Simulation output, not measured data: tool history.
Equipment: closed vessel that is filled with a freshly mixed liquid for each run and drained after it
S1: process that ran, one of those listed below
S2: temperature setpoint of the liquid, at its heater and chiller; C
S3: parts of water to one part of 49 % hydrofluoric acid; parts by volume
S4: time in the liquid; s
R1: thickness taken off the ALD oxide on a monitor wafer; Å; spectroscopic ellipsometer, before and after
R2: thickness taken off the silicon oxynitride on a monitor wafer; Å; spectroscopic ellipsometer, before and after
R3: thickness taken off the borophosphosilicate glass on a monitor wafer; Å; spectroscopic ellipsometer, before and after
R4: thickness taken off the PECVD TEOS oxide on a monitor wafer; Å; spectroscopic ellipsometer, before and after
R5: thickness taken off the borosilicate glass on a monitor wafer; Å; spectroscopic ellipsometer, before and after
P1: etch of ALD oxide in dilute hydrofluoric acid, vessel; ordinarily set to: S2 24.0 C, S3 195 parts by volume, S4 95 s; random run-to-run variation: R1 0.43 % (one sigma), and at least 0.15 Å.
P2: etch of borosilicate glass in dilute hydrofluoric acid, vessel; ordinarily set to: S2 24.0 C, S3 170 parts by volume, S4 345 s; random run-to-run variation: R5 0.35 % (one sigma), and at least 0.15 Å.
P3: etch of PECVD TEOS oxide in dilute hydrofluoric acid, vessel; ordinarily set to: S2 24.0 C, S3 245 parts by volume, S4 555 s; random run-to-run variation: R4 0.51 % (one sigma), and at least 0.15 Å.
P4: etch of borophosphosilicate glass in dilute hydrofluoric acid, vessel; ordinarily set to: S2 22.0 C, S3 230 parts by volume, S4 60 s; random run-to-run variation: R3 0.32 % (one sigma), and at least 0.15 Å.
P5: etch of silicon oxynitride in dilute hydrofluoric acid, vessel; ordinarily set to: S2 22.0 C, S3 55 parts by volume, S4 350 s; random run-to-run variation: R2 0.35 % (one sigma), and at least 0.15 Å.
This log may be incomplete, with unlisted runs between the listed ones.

Run 1, hour 2.7: S1 P1, S2 24.0 C, S3 195 parts by volume, S4 95 s. Result: R1 64.848 Å.
Run 2, hour 7.6: S1 P5, S2 22.0 C, S3 55 parts by volume, S4 100 s. Result: R2 29.006 Å.
Run 3, hour 13.5: S1 P1, S2 24.0 C, S3 65 parts by volume, S4 95 s. Result: R1 226.580 Å.
Run 4, hour 17.2: S1 P4, S2 22.0 C, S3 230 parts by volume, S4 60 s. Result: R3 80.042 Å.
Run 5, hour 22.9: S1 P1, S2 24.0 C, S3 195 parts by volume, S4 95 s. Result: R1 64.285 Å.
At hour 27.8: thermometer replaced.
Run 6, hour 28.8: S1 P4, S2 17.0 C, S3 230 parts by volume, S4 60 s. Result: R3 65.960 Å.
Run 7, hour 33.2: S1 P1, S2 31.5 C, S3 195 parts by volume, S4 95 s. Result: R1 85.170 Å.
Run 8, hour 36.2: S1 P5, S2 22.0 C, S3 55 parts by volume, S4 350 s. Result: R2 102.450 Å.
Run 9, hour 42.0: S1 P1, S2 24.0 C, S3 195 parts by volume, S4 95 s. Result: R1 64.758 Å.
Run 10, hour 45.0: S1 P3, S2 24.0 C, S3 245 parts by volume, S4 555 s. Result: R4 291.87 Å.
Run 11, hour 51.1: S1 P4, S2 22.0 C, S3 230 parts by volume, S4 60 s. Result: R3 80.549 Å.
Run 12, hour 56.8: S1 P1, S2 24.0 C, S3 195 parts by volume, S4 30 s. Result: R1 20.525 Å.
At hour 58.3: hydrofluoric acid flow meter replaced.
Run 13, hour 62.3: S1 P4, S2 22.0 C, S3 340 parts by volume, S4 60 s. Result: R3 48.830 Å.
Run 14, hour 65.4: S1 P1, S2 24.0 C, S3 340 parts by volume, S4 95 s. Result: R1 32.044 Å.
Run 15, hour 68.8: S1 P3, S2 17.0 C, S3 245 parts by volume, S4 555 s. Result: R4 222.28 Å.
Run 16, hour 73.5: S1 P2, S2 27.5 C, S3 170 parts by volume, S4 345 s. Result: R5 393.130 Å.
Run 17, hour 78.9: S1 P2, S2 24.0 C, S3 170 parts by volume, S4 345 s. Result: R5 345.820 Å.
Run 18, hour 83.2: S1 P1, S2 24.0 C, S3 195 parts by volume, S4 95 s. Result: R1 64.754 Å.
Run 19, hour 87.8: S1 P2, S2 24.0 C, S3 35 parts by volume, S4 345 s. Result: R5 1999.800 Å.
Run 20, hour 93.3: S1 P2, S2 24.0 C, S3 170 parts by volume, S4 70 s. Result: R5 70.594 Å.
Run 21, hour 97.0: S1 P5, S2 28.0 C, S3 55 parts by volume, S4 350 s. Result: R2 135.780 Å.
Run 22, hour 101.9: S1 P5, S2 22.0 C, S3 55 parts by volume, S4 350 s. Result: R2 102.270 Å.
Run 23, hour 106.7: S1 P1, S2 24.0 C, S3 195 parts by volume, S4 95 s. Result: R1 65.112 Å.
Run 24, hour 110.9: S1 P3, S2 24.0 C, S3 410 parts by volume, S4 555 s. Result: R4 149.03 Å.
Run 25, hour 117.1: S1 P5, S2 22.0 C, S3 20 parts by volume, S4 350 s. Result: R2 287.320 Å.
Run 26, hour 121.1: S1 P2, S2 24.0 C, S3 170 parts by volume, S4 345 s. Result: R5 346.090 Å.
Run 27, hour 124.4: S1 P1, S2 17.5 C, S3 195 parts by volume, S4 95 s. Result: R1 50.640 Å.
Run 28, hour 130.5: S1 P1, S2 32.0 C, S3 295 parts by volume, S4 95 s. Result: R1 50.028 Å.
Run 29, hour 133.7: S1 P3, S2 24.0 C, S3 245 parts by volume, S4 1060 s. Result: R4 551.24 Å.
Run 30, hour 138.1: S1 P4, S2 22.0 C, S3 230 parts by volume, S4 30 s. Result: R3 40.197 Å.
Run 31, hour 144.0: S1 P1, S2 24.0 C, S3 195 parts by volume, S4 140 s. Result: R1 95.601 Å.
Run 32, hour 148.0: S1 P1, S2 24.0 C, S3 195 parts by volume, S4 95 s. Result: R1 64.703 Å.
Run 33, hour 151.6: S1 P1, S2 24.0 C, S3 195 parts by volume, S4 95 s. Result: R1 65.221 Å.
Run 34, hour 157.3: S1 P1, S2 24.0 C, S3 195 parts by volume, S4 95 s. Result: R1 67.065 Å.
Run 35, hour 160.5: S1 P1, S2 24.0 C, S3 195 parts by volume, S4 95 s. Result: R1 67.378 Å.
Run 36, hour 163.3: S1 P1, S2 24.0 C, S3 195 parts by volume, S4 95 s. Result: R1 68.544 Å.
Run 37, hour 167.0: S1 P1, S2 24.0 C, S3 195 parts by volume, S4 95 s. Result: R1 69.268 Å.
Run 38, hour 172.0: S1 P1, S2 24.0 C, S3 195 parts by volume, S4 95 s. Result: R1 69.844 Å.
Run 39, hour 176.8: S1 P1, S2 24.0 C, S3 195 parts by volume, S4 95 s. Result: R1 69.212 Å.
Run 40, hour 180.1: S1 P1, S2 24.0 C, S3 195 parts by volume, S4 95 s. Result: R1 69.423 Å.
Run 41, hour 183.2: S1 P1, S2 24.0 C, S3 195 parts by volume, S4 95 s. Result: R1 69.633 Å.

What P1 gives has crept off from where it sat before. The 2 causes that follow fit the log equally well, each at the size noted:
A: hydrofluoric acid flow above the setpoint (%) = 6.11
B: liquid hotter than its thermometer reads (K) = 1.96
Onset of the creep was near hour 151.6.

Question marks stand in for the results of the 4 check runs listed below, each run on one wafer. Under which run would the listed causes show clearly different results?
Run check 1, hour 186.3: S1 P5, S2 22.0 C, S3 55 parts by volume, S4 350 s. Result: R2 ?.
Run check 2, hour 186.3: S1 P3, S2 24.0 C, S3 245 parts by volume, S4 555 s. Result: R4 ?.
Run check 3, hour 186.3: S1 P2, S2 24.0 C, S3 170 parts by volume, S4 345 s. Result: R5 ?.
Run check 4, hour 186.3: S1 P4, S2 22.0 C, S3 230 parts by volume, S4 60 s. Result: R3 ?.

Expected result of each check under each candidate cause:
  check  result     if A     if B
check 1      R2  108.480  112.270
check 2      R4   312.30   310.96
check 3      R5  373.040  374.110
check 4      R3   86.367   86.309
Per check, the gap between the least separated pair of causes, taken in the result that splits them most: check 1 3.43 %; check 2 0.43 %; check 3 0.29 %; check 4 0.07 %
The other checks would show nearly matching results whichever cause is true, so check 1 is the only one that separates the causes.

Check 1 was then run and gave: R2 111.570 Å. Which cause is it?

It is B: liquid hotter than its thermometer reads (K).

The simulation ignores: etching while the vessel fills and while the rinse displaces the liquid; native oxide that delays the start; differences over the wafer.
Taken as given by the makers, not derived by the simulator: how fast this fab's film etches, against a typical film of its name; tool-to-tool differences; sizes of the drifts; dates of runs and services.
